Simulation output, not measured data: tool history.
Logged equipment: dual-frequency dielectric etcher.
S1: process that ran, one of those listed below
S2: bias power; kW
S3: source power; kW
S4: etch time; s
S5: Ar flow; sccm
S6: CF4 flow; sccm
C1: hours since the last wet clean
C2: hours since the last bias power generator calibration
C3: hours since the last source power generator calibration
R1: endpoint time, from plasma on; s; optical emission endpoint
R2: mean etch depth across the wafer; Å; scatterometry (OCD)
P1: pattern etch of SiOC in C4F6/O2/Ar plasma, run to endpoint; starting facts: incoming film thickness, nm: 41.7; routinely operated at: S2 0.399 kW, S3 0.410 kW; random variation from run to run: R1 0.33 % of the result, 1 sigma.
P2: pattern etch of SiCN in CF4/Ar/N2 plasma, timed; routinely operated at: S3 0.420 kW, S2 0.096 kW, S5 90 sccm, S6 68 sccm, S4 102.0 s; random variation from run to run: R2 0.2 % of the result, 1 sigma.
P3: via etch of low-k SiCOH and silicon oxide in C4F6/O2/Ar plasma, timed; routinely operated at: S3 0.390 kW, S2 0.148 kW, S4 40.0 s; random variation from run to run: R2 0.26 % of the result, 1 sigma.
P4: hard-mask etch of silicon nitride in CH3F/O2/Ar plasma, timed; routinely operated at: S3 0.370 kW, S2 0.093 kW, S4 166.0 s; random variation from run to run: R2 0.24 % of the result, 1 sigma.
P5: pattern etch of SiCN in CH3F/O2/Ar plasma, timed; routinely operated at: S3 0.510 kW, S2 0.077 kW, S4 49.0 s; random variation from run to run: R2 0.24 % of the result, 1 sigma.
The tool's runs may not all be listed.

Run 1, day 0.604: S1 P1, S2 0.399 kW, S3 0.410 kW; C1 174.2; C2 259.2; C3 1339.1. Result: R1 14.696 s.
Run 2, day 1.138: S1 P5, S2 0.077 kW, S3 0.510 kW, S4 32.0 s; C1 187.0; C2 272.0; C3 1351.9. Result: R2 133.15 Å.
Run 3, day 1.475: S1 P3, S2 0.148 kW, S3 0.390 kW, S4 40.0 s; C1 195.1; C2 280.1; C3 1360.0. Result: R2 999.51 Å.
Run 4, day 1.962: S1 P1, S2 0.399 kW, S3 0.410 kW; C1 206.8; C2 291.8; C3 1371.7. Result: R1 14.628 s.
Run 5, day 2.483: S1 P5, S2 0.077 kW, S3 0.510 kW, S4 49.0 s; C1 219.3; C2 304.3; C3 1384.2. Result: R2 203.45 Å.
Run 6, day 2.933: S1 P3, S2 0.148 kW, S3 0.390 kW, S4 55.0 s; C1 230.1; C2 315.1; C3 1395.0. Result: R2 1372.90 Å.
Run 7, day 3.421: S1 P4, S2 0.093 kW, S3 0.370 kW, S4 208.5 s; C1 241.8; C2 326.8; C3 1406.7. Result: R2 1545.00 Å.
Run 8, day 4.100: S1 P1, S2 0.399 kW, S3 0.410 kW; C1 258.1; C2 343.1; C3 1423.0. Result: R1 14.711 s.
Run 9, day 4.579: S1 P3, S2 0.095 kW, S3 0.390 kW, S4 40.0 s; C1 269.6; C2 354.6; C3 1434.5. Result: R2 879.69 Å.
Run 10, day 5.238: S1 P4, S2 0.069 kW, S3 0.370 kW, S4 166.0 s; C1 285.4; C2 370.4; C3 1450.3. Result: R2 1105.10 Å.
Run 11, day 5.567: S1 P1, S2 0.269 kW, S3 0.410 kW; C1 293.3; C2 378.3; C3 1458.2. Result: R1 16.948 s.
Run 12, day 5.883: S1 P4, S2 0.093 kW, S3 0.370 kW, S4 166.0 s; C1 300.9; C2 385.9; C3 1465.8. Result: R2 1224.30 Å.
Run 13, day 6.475: S1 P3, S2 0.148 kW, S3 0.550 kW, S4 40.0 s; C1 315.1; C2 400.1; C3 1480.0. Result: R2 1143.70 Å.
Run 14, day 7.096: S1 P1, S2 0.399 kW, S3 0.330 kW; C1 330.0; C2 415.0; C3 1494.9. Result: R1 15.987 s.
Run 15, day 7.567: S1 P5, S2 0.054 kW, S3 0.510 kW, S4 49.0 s; C1 341.3; C2 426.3; C3 1506.2. Result: R2 180.69 Å.
Run 16, day 7.925: S1 P1, S2 0.470 kW, S3 0.270 kW; C1 349.9; C2 434.9; C3 1514.8. Result: R1 16.115 s.
Run 17, day 8.546: S1 P2, S2 0.096 kW, S3 0.420 kW, S4 102.0 s, S5 90 sccm, S6 92 sccm; C1 364.8; C2 449.8; C3 1529.7. Result: R2 942.51 Å.
Run 18, day 9.192: S1 P1, S2 0.504 kW, S3 0.410 kW; C1 380.3; C2 465.3; C3 1545.2. Result: R1 13.561 s.
Run 19, day 9.533: S1 P1, S2 0.244 kW, S3 0.520 kW; C1 388.5; C2 473.5; C3 1553.4. Result: R1 15.998 s.
Run 20, day 10.142: S1 P2, S2 0.096 kW, S3 0.420 kW, S4 102.0 s, S5 68 sccm, S6 68 sccm; C1 403.1; C2 488.1; C3 1568.0. Result: R2 933.74 Å.
Run 21, day 10.525: S1 P2, S2 0.096 kW, S3 0.420 kW, S4 102.0 s, S5 90 sccm, S6 68 sccm; C1 412.3; C2 497.3; C3 1577.2. Result: R2 901.15 Å.
Run 22, day 11.092: S1 P4, S2 0.093 kW, S3 0.520 kW, S4 166.0 s; C1 425.9; C2 510.9; C3 1590.8. Result: R2 1397.50 Å.
Run 23, day 11.575: S1 P2, S2 0.073 kW, S3 0.420 kW, S4 102.0 s, S5 90 sccm, S6 68 sccm; C1 437.5; C2 522.5; C3 1602.4. Result: R2 818.77 Å.
Run 24, day 11.946: S1 P1, S2 0.399 kW, S3 0.490 kW; C1 446.4; C2 531.4; C3 1611.3. Result: R1 13.731 s.
Run 25, day 12.450: S1 P3, S2 0.148 kW, S3 0.390 kW, S4 40.0 s; C1 458.5; C2 543.5; C3 1623.4. Result: R2 999.68 Å.
Run 26, day 12.992: S1 P2, S2 0.096 kW, S3 0.280 kW, S4 102.0 s, S5 90 sccm, S6 68 sccm; C1 471.5; C2 556.5; C3 1636.4. Result: R2 634.96 Å.
Run 27, day 13.467: S1 P5, S2 0.077 kW, S3 0.360 kW, S4 49.0 s; C1 482.9; C2 567.9; C3 1647.8. Result: R2 178.44 Å.
Run 28, day 14.092: S1 P1, S2 0.399 kW, S3 0.410 kW; C1 497.9; C2 582.9; C3 1662.8. Result: R1 14.750 s.
Run 29, day 14.683: S1 P2, S2 0.096 kW, S3 0.420 kW, S4 148.5 s, S5 90 sccm, S6 68 sccm; C1 512.1; C2 597.1; C3 1677.0. Result: R2 1319.60 Å.
Run 30, day 15.304: S1 P2, S2 0.096 kW, S3 0.420 kW, S4 102.0 s, S5 90 sccm, S6 68 sccm; C1 527.0; C2 612.0; C3 1691.9. Result: R2 903.15 Å.
Run 31, day 15.879: S1 P1, S2 0.399 kW, S3 0.410 kW; C1 540.8; C2 625.8; C3 1705.7. Result: R1 14.652 s.
Run 32, day 16.283: S1 P1, S2 0.399 kW, S3 0.410 kW; C1 550.5; C2 635.5; C3 1715.4. Result: R1 14.672 s.
Run 33, day 16.604: S1 P1, S2 0.399 kW, S3 0.410 kW; C1 558.2; C2 643.2; C3 1723.1. Result: R1 14.760 s.
Run 34, day 17.217: S1 P1, S2 0.399 kW, S3 0.410 kW; C1 572.9; C2 657.9; C3 1737.8. Result: R1 14.918 s.
Run 35, day 17.625: S1 P1, S2 0.399 kW, S3 0.410 kW; C1 582.7; C2 667.7; C3 1747.6. Result: R1 14.972 s.
Run 36, day 18.308: S1 P1, S2 0.399 kW, S3 0.410 kW; C1 599.1; C2 684.1; C3 1764.0. Result: R1 14.969 s.
At day 18.571: wet clean of the chamber.
Run 37, day 18.967: S1 P1, S2 0.399 kW, S3 0.410 kW; C1 9.6; C2 699.9; C3 1779.8. Result: R1 14.962 s.
Run 38, day 19.458: S1 P1, S2 0.399 kW, S3 0.410 kW; C1 21.4; C2 711.7; C3 1791.6. Result: R1 14.920 s.
Run 39, day 20.046: S1 P1, S2 0.399 kW, S3 0.410 kW; C1 35.5; C2 725.8; C3 1805.7. Result: R1 15.053 s.
Run 40, day 20.454: S1 P1, S2 0.399 kW, S3 0.410 kW; C1 45.3; C2 735.6; C3 1815.5. Result: R1 15.004 s.

The output of P1 has drifted from where it used to be. Each of the 2 causes below, taken at the size shown beside it, accounts for the log equally well:
A: bias power that arrives under what is set, % = 4.88
B: source power that arrives under what is set, % = 4.7
At approximately day 15.879, the process output began to creep.
Every other cause this tool's parts could produce, and why it does not fit the log:
chamber walls in a state that lowers the etch rate, %: was serviced at day 18.571, once the creep was under way, yet the earlier output never came back

Which of the 4 check runs listed below separates the causes, so that each cause would produce a clearly different result? Each run uses one wafer, and its results are marked with question marks.
Run check 1, day 20.862: S1 P2, S2 0.096 kW, S3 0.420 kW, S4 102.0 s, S5 90 sccm, S6 68 sccm. Result: R2 ?.
Run check 2, day 20.862: S1 P3, S2 0.148 kW, S3 0.390 kW, S4 40.0 s. Result: R2 ?.
Run check 3, day 20.862: S1 P4, S2 0.093 kW, S3 0.370 kW, S4 166.0 s. Result: R2 ?.
Run check 4, day 20.862: S1 P5, S2 0.077 kW, S3 0.510 kW, S4 49.0 s. Result: R2 ?.

Expected result of each check under each candidate cause:
  check  result     if A     if B
check 1      R2   886.87   865.95
check 2      R2   984.21   980.37
check 3      R2  1207.10  1207.30
check 4      R2   200.52   200.40
Gap, in per cent, between the two causes that each check separates least, read from the result that separates them most: check 1 2.39 %; check 2 0.39 %; check 3 0.02 %; check 4 0.06 %
Check 1 is the one run that separates the causes; every other check would come out nearly the same whichever cause is at work.

The results of check 1 are: R2 866.07 Å. Based on these, which of the listed causes is it?

The correct cause is B, namely: source power that arrives under what is set, %.

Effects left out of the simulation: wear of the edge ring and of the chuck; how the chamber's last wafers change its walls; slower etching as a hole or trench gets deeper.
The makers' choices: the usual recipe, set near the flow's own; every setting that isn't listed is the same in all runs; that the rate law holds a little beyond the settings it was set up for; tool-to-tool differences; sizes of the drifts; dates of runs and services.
